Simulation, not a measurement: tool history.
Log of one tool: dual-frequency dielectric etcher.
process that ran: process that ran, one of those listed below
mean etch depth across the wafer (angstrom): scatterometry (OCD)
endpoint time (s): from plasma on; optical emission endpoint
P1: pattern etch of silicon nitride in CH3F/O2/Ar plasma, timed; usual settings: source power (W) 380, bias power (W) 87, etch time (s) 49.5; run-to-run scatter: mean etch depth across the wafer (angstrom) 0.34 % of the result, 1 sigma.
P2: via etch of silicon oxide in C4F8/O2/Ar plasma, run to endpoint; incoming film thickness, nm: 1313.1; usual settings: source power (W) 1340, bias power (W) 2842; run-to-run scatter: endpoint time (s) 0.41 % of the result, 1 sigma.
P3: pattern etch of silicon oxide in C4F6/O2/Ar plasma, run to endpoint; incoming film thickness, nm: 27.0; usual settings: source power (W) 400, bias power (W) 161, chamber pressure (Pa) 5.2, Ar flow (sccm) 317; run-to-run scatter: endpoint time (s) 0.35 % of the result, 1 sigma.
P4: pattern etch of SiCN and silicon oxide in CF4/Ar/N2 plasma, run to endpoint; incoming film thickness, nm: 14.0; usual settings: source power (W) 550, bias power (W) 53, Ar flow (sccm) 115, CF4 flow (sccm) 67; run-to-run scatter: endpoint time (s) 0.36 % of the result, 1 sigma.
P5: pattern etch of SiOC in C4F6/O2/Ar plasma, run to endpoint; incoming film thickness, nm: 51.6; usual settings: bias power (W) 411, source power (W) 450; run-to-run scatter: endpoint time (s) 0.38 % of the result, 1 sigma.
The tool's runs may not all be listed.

run,hour,process that ran,source power (W),bias power (W),etch time (s),Ar flow (sccm),CF4 flow (sccm),chamber pressure (Pa),hours since the last wet clean,hours since the last source power generator calibration,hours since the last bias power generator calibration,mean etch depth across the wafer (angstrom),endpoint time (s)
1,7.9,P1,380,87,49.5,,,,342.1,997.5,1258.8,362.2,
2,21.5,P1,510,87,71.5,,,,355.7,1011.1,1272.4,580.54,
3,35.3,P4,550,72,,115,67,,369.5,1024.9,1286.2,,14.458
4,50.6,P4,390,53,,115,67,,384.8,1040.2,1301.5,,21.787
5,64.9,P1,380,57,49.5,,,,399.1,1054.5,1315.8,312.36,
6,79.5,P1,240,87,49.5,,,,413.7,1069.1,1330.4,303.79,
7,89,P5,610,411,,,,,423.2,1078.6,1339.9,,15.994
8,100.9,P4,550,53,,155,67,,435.1,1090.5,1351.8,,16.891
9,108.3,P1,380,87,71.5,,,,442.5,1097.9,1359.2,517.59,
10,124.4,P5,450,251,,,,,458.6,1114,1375.3,,21.156
11,133.7,P2,1760,2842,,,,,467.9,1123.3,1384.6,,244.49
12,147.9,P1,230,57,49.5,,,,482.1,1137.5,1398.8,257.19,
13,161.7,P3,570,161,,317,,5.2,495.9,1151.3,1412.6,,7.9408
14,176.8,P4,550,53,,115,39,,511,1166.4,1427.7,,17.761
15,185.1,P2,1340,4024,,,,,519.3,1174.7,1436,,244.73
16,195.6,P3,400,161,,434,,5.2,529.8,1185.2,1446.5,,9.5286
17,202.9,P4,550,53,,115,67,,537.1,1192.5,1453.8,,16.099
18,210.7,P1,380,87,49.5,,,,544.9,1200.3,1461.6,359.37,
19,219.1,P3,400,161,,317,,5.2,553.3,1208.7,1470,,9.2029
20,235.3,P5,450,411,,,,,569.5,1224.9,1486.2,,17.867
21,250,P3,400,161,,317,,3.3,584.2,1239.6,1500.9,,8.7306
22,263.8,P1,380,87,49.5,,,,598,1253.4,1514.7,361.59,
23,280,P1,380,112,49.5,,,,614.2,1269.6,1530.9,397.99,
24,293.1,P4,550,53,,115,67,,627.3,1282.7,1544,,16.138
25,300.2,P1,380,87,49.5,,,,634.4,1289.8,1551.1,361.21,
26,312.6,P2,1340,2842,,,,,646.8,1302.2,1563.5,,272.06
27,326.6,P2,1340,2842,,,,,660.8,1316.2,1577.5,,273.61
28,337.3,P1,510,87,49.5,,,,671.5,1326.9,1588.2,400.35,
29,353.5,P3,400,161,,317,,5.2,687.7,1343.1,1604.4,,9.1948
30,362.6,P1,380,87,49.5,,,,696.8,1352.2,1613.5,362.58,
31,376.3,P3,400,132,,317,,5.2,710.5,1365.9,1627.2,,9.7769
32,386.1,P1,380,87,27,,,,720.3,1375.7,1637,197.31,
33,396.7,P1,380,87,49.5,,,,730.9,1386.3,1647.6,360.43,
34,406,P1,380,87,49.5,,,,740.2,1395.6,1656.9,362.76,
35,415.6,P1,380,87,49.5,,,,749.8,1405.2,1666.5,363.1,
# hour 421: wet clean of the chamber
36,430.4,P1,380,87,49.5,,,,9.4,1420,1681.3,367.89,
37,442.2,P1,380,87,49.5,,,,21.2,1431.8,1693.1,368.85,
38,455.7,P1,380,87,49.5,,,,34.7,1445.3,1706.6,367.41,
39,464,P1,380,87,49.5,,,,43,1453.6,1714.9,367.6,

What P1 gives has crept away from where it was. These 2 causes fit the log equally well, each at the size given:
A: bias power that arrives over what is set, % = 4.84
B: source power that arrives over what is set, % = 4.64
The creep began at about hour 396.7.
Why every other cause is out:
chamber walls in a state that raises the etch rate, %: serviced at hour 421, which brought nothing back

4 check runs are offered, each on 2 wafers whose results are averaged, their results left as question marks. Which one tells the causes apart?
check 1,472.3,P2,1540,2842,,,,,,,,,?
check 2,472.3,P4,390,53,,115,41,,,,,,?
check 3,472.3,P5,450,271,,,,,,,,,?
check 4,472.3,P3,400,161,,390,,5.2,,,,,?

What each check would give under each cause:
check,result,if A,if B
check 1,endpoint time (s),255.33,254.61
check 2,endpoint time (s),23.381,22.856
check 3,endpoint time (s),20.371,20.342
check 4,endpoint time (s),9.2955,9.2662
How far apart the two closest causes lie, in the result that separates them most: check 1 0.28 %; check 2 2.27 %; check 3 0.14 %; check 4 0.32 %
Only check 2 tells the causes apart: in the others they would give nearly the same result.

Check 2 was then run and gave: endpoint time (s) 22.809. Which cause is it?

It is B: source power that arrives over what is set, %.
